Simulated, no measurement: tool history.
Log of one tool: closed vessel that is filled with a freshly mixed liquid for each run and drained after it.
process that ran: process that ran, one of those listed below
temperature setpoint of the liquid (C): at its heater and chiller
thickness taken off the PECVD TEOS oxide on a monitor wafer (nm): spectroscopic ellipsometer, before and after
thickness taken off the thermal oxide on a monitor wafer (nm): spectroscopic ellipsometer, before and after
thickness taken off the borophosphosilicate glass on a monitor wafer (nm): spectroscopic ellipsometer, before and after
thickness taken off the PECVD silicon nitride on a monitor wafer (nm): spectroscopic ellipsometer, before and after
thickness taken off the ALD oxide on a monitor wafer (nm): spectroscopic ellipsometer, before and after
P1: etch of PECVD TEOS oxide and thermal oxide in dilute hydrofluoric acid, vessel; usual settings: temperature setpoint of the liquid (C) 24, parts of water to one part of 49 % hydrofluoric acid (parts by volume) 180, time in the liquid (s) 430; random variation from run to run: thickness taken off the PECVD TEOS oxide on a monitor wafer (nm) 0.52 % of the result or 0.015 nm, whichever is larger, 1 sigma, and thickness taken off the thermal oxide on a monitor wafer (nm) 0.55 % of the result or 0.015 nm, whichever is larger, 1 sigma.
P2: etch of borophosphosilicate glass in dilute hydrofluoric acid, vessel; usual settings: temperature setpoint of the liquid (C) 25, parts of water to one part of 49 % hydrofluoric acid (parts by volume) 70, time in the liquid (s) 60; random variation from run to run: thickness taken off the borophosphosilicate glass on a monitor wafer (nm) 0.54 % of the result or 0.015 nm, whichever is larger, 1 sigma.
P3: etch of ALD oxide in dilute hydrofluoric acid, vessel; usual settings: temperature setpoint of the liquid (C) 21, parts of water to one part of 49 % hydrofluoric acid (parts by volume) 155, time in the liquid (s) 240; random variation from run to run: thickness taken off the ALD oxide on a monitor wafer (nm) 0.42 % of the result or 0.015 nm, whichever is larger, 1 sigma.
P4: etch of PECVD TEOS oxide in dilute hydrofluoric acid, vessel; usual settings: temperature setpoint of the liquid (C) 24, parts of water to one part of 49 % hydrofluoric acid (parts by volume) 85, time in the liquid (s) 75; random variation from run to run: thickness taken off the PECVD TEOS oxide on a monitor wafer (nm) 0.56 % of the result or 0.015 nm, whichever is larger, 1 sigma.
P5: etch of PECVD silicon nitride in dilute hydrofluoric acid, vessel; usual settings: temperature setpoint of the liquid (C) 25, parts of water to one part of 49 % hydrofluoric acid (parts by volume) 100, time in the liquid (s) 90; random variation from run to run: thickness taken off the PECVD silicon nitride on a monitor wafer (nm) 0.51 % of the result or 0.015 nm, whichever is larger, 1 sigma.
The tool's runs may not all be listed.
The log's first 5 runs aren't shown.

run	hour	process that ran	temperature setpoint of the liquid (C)	parts of water to one part of 49 % hydrofluoric acid (parts by volume)	time in the liquid (s)	thickness taken off the PECVD TEOS oxide on a monitor wafer (nm)	thickness taken off the thermal oxide on a monitor wafer (nm)	thickness taken off the borophosphosilicate glass on a monitor wafer (nm)	thickness taken off the PECVD silicon nitride on a monitor wafer (nm)	thickness taken off the ALD oxide on a monitor wafer (nm)
6	80.9	P1	17	320	430	7.1958	3.6354			
7	92.6	P1	24	60	430	65.444	32.811			
8	100.7	P1	24	180	430	18.775	9.5301			
9	109.6	P1	24	320	695	14.772	7.5063			
10	123.2	P1	24	180	430	18.732	9.537			
11	137.6	P3	21	155	240					19.515
12	145.6	P4	24	85	140	13.982				
13	156.8	P1	24	180	115	4.9773	2.5366			
14	170.3	P1	24	180	430	18.922	9.4764			
15	182.1	P1	28.5	95	430	46.888	23.551			
16	196.5	P1	24	300	430	10.039	5.0266			
17	212	P5	25	100	90				5.0252	
18	222	P2	25	70	60			40.029		
19	238.9	P5	25	100	90				5.0097	
20	250.7	P4	19	85	75	6.1052				
21	260	P2	25	70	100			67.411		
22	274.9	P3	21	155	475					38.82
23	286	P4	24	40	75	16.835				
24	296.2	P3	21	60	240					56.339
25	311.1	P1	24	180	430	18.709	9.4927			
26	319.3	P5	25	100	160				8.8983	

The next listed run, before its measurement:
27	333.1	P1	17	180	430	?	?			

thickness taken off the PECVD TEOS oxide on a monitor wafer (nm): 14.315
thickness taken off the thermal oxide on a monitor wafer (nm): 7.2404
